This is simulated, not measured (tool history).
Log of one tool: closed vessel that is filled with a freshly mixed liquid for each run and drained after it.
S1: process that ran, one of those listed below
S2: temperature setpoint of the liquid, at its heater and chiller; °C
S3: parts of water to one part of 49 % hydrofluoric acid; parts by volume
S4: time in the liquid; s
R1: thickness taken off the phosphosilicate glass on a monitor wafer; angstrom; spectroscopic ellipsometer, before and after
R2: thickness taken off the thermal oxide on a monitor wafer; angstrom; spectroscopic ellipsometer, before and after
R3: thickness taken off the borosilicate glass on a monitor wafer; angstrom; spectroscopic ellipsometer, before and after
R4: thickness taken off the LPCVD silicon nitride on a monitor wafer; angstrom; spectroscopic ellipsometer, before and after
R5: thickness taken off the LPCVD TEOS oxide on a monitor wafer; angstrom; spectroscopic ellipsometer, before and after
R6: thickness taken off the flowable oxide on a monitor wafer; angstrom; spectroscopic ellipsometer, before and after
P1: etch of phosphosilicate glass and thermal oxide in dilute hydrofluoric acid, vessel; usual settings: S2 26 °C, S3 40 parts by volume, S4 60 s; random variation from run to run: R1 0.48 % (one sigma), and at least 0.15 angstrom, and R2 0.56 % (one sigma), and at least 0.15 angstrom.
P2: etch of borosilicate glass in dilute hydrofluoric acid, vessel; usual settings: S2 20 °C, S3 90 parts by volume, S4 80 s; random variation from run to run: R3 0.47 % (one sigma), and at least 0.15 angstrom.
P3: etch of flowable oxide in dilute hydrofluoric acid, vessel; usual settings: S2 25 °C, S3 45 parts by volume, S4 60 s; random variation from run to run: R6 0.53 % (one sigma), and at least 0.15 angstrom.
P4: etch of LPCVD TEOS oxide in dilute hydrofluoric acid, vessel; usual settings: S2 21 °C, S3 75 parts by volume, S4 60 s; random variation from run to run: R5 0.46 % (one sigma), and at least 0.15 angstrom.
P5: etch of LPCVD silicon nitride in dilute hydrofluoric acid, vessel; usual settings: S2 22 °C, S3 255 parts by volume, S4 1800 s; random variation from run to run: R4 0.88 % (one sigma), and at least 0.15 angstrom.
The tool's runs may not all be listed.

run 1 hour=7.1 | S1=P1 S2=26 S3=40 S4=60 | R1=1124.1 R2=79.995
run 2 hour=13.4 | S1=P1 S2=26 S3=40 S4=60 | R1=1119.6 R2=79.915
run 3 hour=17.2 | S1=P1 S2=26 S3=40 S4=60 | R1=1109.1 R2=79.877
run 4 hour=21.8 | S1=P2 S2=20 S3=90 S4=80 | R3=252.32
run 5 hour=29.3 | S1=P1 S2=26 S3=55 S4=60 | R1=790.15 R2=57.43
run 6 hour=34.7 | S1=P5 S2=22 S3=255 S4=1800 | R4=28.396
run 7 hour=38.3 | S1=P1 S2=26 S3=40 S4=60 | R1=1125.8 R2=80.292
run 8 hour=45.4 | S1=P1 S2=18.5 S3=20 S4=60 | R1=1673.9 R2=118.34
run 9 hour=52 | S1=P2 S2=27 S3=90 S4=80 | R3=329.22
run 10 hour=55.9 | S1=P4 S2=21 S3=75 S4=60 | R5=292.53
run 11 hour=59.5 | S1=P1 S2=33.5 S3=40 S4=60 | R1=1512 R2=109.51
run 12 hour=66.3 | S1=P1 S2=26 S3=40 S4=90 | R1=1665.9 R2=119.49
run 13 hour=70.9 | S1=P3 S2=25 S3=45 S4=60 | R6=545.27
run 14 hour=75.1 | S1=P3 S2=20.5 S3=45 S4=60 | R6=455.76
run 15 hour=79.2 | S1=P3 S2=25 S3=65 S4=60 | R6=372.89
run 16 hour=85 | S1=P5 S2=22 S3=255 S4=1800 | R4=28.299
run 17 hour=90.5 | S1=P3 S2=25 S3=45 S4=30 | R6=275.16
run 18 hour=96.3 | S1=P1 S2=26 S3=20 S4=60 | R1=2293.8 R2=166.43
run 19 hour=101 | S1=P4 S2=21 S3=25 S4=60 | R5=931.33
run 20 hour=106.1 | S1=P1 S2=18.5 S3=40 S4=60 | R1=818.94 R2=58.301
run 21 hour=112.5 | S1=P5 S2=22 S3=105 S4=1800 | R4=66.527
run 22 hour=119.1 | S1=P1 S2=26 S3=40 S4=60 | R1=1113 R2=79.642
run 23 hour=122.8 | S1=P5 S2=22 S3=255 S4=3015 | R4=47.694
run 24 hour=129.2 | S1=P2 S2=20 S3=135 S4=80 | R3=157.93
run 25 hour=136.3 | S1=P2 S2=20 S3=90 S4=30 | R3=93.811
run 26 hour=141.7 | S1=P4 S2=21 S3=75 S4=100 | R5=484.61
-- hour=144.6 hydrofluoric acid flow meter replaced
run 27 hour=146 | S1=P4 S2=17 S3=75 S4=60 | R5=248.03
run 28 hour=152.1 | S1=P1 S2=19.5 S3=60 S4=60 | R1=556.16 R2=39.442
run 29 hour=155.4 | S1=P2 S2=20 S3=90 S4=80 | R3=247.95
run 30 hour=162.5 | S1=P5 S2=17 S3=255 S4=1800 | R4=20.22
run 31 hour=169.4 | S1=P1 S2=26 S3=40 S4=30 | R1=560.66 R2=39.961
run 32 hour=173 | S1=P1 S2=26 S3=40 S4=60 | R1=1116.2 R2=79.996
run 33 hour=176.3 | S1=P1 S2=26 S3=40 S4=60 | R1=1084.9 R2=78.178
run 34 hour=181.1 | S1=P1 S2=26 S3=40 S4=60 | R1=1054.3 R2=76.328
run 35 hour=184.9 | S1=P1 S2=26 S3=40 S4=60 | R1=1044.6 R2=75.149
run 36 hour=189.5 | S1=P1 S2=26 S3=40 S4=60 | R1=1044.7 R2=74.182
run 37 hour=195.2 | S1=P1 S2=26 S3=40 S4=60 | R1=1030.2 R2=73.882
run 38 hour=198.8 | S1=P1 S2=26 S3=40 S4=60 | R1=1038.4 R2=73.57
run 39 hour=205.4 | S1=P1 S2=26 S3=40 S4=60 | R1=1024.8 R2=73.598

What P1 gives has crept away from where it was. These 2 causes fit the log equally well, each at the size given:
A: liquid colder than its thermometer reads (K) = 2
B: hydrofluoric acid flow below the setpoint (%) = 7.46
The creep began at about hour 173.

4 check runs are offered, each on 3 wafers whose results are averaged, their results left as question marks. Which one tells the causes apart?
run check 1 hour=212 | S1=P3 S2=25 S3=45 S4=60 | R6=?
run check 2 hour=212 | S1=P4 S2=21 S3=75 S4=60 | R5=?
run check 3 hour=212 | S1=P2 S2=20 S3=90 S4=80 | R3=?
run check 4 hour=212 | S1=P5 S2=22 S3=255 S4=1800 | R4=?

What each check would give under each cause:
check=check_1 result=R6 if_A=505.77 if_B=505.83
check=check_2 result=R5 if_A=269.02 if_B=268.69
check=check_3 result=R3 if_A=230.39 if_B=229.84
check=check_4 result=R4 if_A=24.866 if_B=26.185
How far apart the two closest causes lie, in the result that separates them most: check 1 0.01 %; check 2 0.12 %; check 3 0.24 %; check 4 5.17 %
Only check 4 tells the causes apart: in the others they would give nearly the same result.

Check 4 was then run and gave: R4 25.1 angstrom. Which cause is it?

It is A: liquid colder than its thermometer reads (K).
